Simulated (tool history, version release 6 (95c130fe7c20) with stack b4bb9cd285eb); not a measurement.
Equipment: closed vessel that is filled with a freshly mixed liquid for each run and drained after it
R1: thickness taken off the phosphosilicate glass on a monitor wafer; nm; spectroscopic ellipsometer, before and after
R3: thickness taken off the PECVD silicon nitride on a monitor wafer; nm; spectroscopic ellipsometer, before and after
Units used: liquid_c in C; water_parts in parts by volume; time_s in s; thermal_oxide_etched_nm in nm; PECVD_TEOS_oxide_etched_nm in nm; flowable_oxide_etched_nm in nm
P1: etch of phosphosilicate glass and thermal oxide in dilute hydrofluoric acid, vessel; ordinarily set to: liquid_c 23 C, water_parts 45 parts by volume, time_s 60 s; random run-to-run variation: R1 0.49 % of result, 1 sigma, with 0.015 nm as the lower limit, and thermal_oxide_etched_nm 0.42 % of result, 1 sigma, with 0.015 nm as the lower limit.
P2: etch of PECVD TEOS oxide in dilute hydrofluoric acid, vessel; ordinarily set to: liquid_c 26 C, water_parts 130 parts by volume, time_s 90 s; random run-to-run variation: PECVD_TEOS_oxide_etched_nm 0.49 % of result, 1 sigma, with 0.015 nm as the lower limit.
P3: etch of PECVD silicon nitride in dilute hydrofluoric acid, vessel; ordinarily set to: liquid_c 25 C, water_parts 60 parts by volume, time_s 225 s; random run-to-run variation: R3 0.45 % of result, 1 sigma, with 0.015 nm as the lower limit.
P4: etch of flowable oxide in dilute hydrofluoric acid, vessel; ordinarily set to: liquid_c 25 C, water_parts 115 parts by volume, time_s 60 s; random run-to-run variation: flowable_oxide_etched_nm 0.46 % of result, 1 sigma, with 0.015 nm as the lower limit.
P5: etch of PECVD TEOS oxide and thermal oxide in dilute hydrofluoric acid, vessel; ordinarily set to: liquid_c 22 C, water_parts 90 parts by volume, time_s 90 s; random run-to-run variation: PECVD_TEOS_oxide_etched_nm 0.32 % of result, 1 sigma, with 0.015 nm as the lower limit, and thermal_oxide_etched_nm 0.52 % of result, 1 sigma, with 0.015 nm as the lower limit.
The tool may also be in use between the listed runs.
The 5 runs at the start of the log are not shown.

Run 6, hour 86: process P5, liquid_c 22 C, water_parts 90 parts by volume, time_s 90 s. Result: thermal_oxide_etched_nm 4.4179 nm, PECVD_TEOS_oxide_etched_nm 8.6282 nm.
Run 7, hour 97.5: process P1, liquid_c 28 C, water_parts 45 parts by volume, time_s 30 s. Result: R1 114.91 nm, thermal_oxide_etched_nm 3.9026 nm.
Run 8, hour 115: process P1, liquid_c 23 C, water_parts 20 parts by volume, time_s 60 s. Result: R1 441.37 nm, thermal_oxide_etched_nm 14.906 nm.
Run 9, hour 123.2: process P1, liquid_c 17.5 C, water_parts 45 parts by volume, time_s 60 s. Result: R1 147.96 nm, thermal_oxide_etched_nm 5.044 nm.
Run 10, hour 139.4: process P4, liquid_c 25 C, water_parts 115 parts by volume, time_s 60 s. Result: flowable_oxide_etched_nm 29.696 nm.
Run 11, hour 153.2: process P2, liquid_c 19.5 C, water_parts 130 parts by volume, time_s 90 s. Result: PECVD_TEOS_oxide_etched_nm 10.224 nm.
Run 12, hour 169.6: process P2, liquid_c 26 C, water_parts 130 parts by volume, time_s 90 s. Result: PECVD_TEOS_oxide_etched_nm 13.138 nm.
Run 13, hour 180.5: process P2, liquid_c 26 C, water_parts 180 parts by volume, time_s 90 s. Result: PECVD_TEOS_oxide_etched_nm 8.9318 nm.
Run 14, hour 193.7: process P4, liquid_c 25 C, water_parts 115 parts by volume, time_s 60 s. Result: flowable_oxide_etched_nm 29.84 nm.
Run 15, hour 202.1: process P1, liquid_c 23 C, water_parts 45 parts by volume, time_s 60 s. Result: R1 188.2 nm, thermal_oxide_etched_nm 6.3744 nm.
Run 16, hour 215.6: process P3, liquid_c 25 C, water_parts 105 parts by volume, time_s 225 s. Result: R3 3.935 nm.
Run 17, hour 225.7: process P3, liquid_c 25 C, water_parts 60 parts by volume, time_s 225 s. Result: R3 6.8439 nm.
Run 18, hour 236.1: process P3, liquid_c 20.5 C, water_parts 60 parts by volume, time_s 225 s. Result: R3 5.0193 nm.
Run 19, hour 247.8: process P1, liquid_c 23 C, water_parts 45 parts by volume, time_s 60 s. Result: R1 186.87 nm, thermal_oxide_etched_nm 6.4023 nm.
Run 20, hour 264.2: process P1, liquid_c 31 C, water_parts 45 parts by volume, time_s 60 s. Result: R1 258.83 nm, thermal_oxide_etched_nm 8.8388 nm.
At hour 276.9: hydrofluoric acid flow meter replaced.
Run 21, hour 277.7: process P5, liquid_c 22 C, water_parts 155 parts by volume, time_s 90 s. Result: thermal_oxide_etched_nm 2.3658 nm, PECVD_TEOS_oxide_etched_nm 4.658 nm.
Run 22, hour 287.2: process P1, liquid_c 23 C, water_parts 45 parts by volume, time_s 60 s. Result: R1 186.98 nm, thermal_oxide_etched_nm 6.3571 nm.
Run 23, hour 297.5: process P4, liquid_c 25 C, water_parts 185 parts by volume, time_s 60 s. Result: flowable_oxide_etched_nm 16.912 nm.
Run 24, hour 306.6: process P1, liquid_c 23 C, water_parts 45 parts by volume, time_s 30 s. Result: R1 93.623 nm, thermal_oxide_etched_nm 3.1949 nm.
Run 25, hour 316.7: process P1, liquid_c 23 C, water_parts 45 parts by volume, time_s 110 s. Result: R1 344.6 nm, thermal_oxide_etched_nm 11.648 nm.
Run 26, hour 332.9: process P5, liquid_c 22 C, water_parts 90 parts by volume, time_s 50 s. Result: thermal_oxide_etched_nm 2.4432 nm, PECVD_TEOS_oxide_etched_nm 4.7864 nm.
Run 27, hour 350.6: process P4, liquid_c 25 C, water_parts 115 parts by volume, time_s 30 s. Result: flowable_oxide_etched_nm 14.99 nm.
Run 28, hour 366.6: process P5, liquid_c 22 C, water_parts 90 parts by volume, time_s 90 s. Result: thermal_oxide_etched_nm 4.4061 nm, PECVD_TEOS_oxide_etched_nm 8.6369 nm.

Predict the results of run 29:
Run 29, hour 380.6: process P1, liquid_c 17 C, water_parts 45 parts by volume, time_s 30 s. Result: R1 ?, thermal_oxide_etched_nm ?.

Run 29 came out at R1 72.777 nm, thermal_oxide_etched_nm 2.4722 nm.
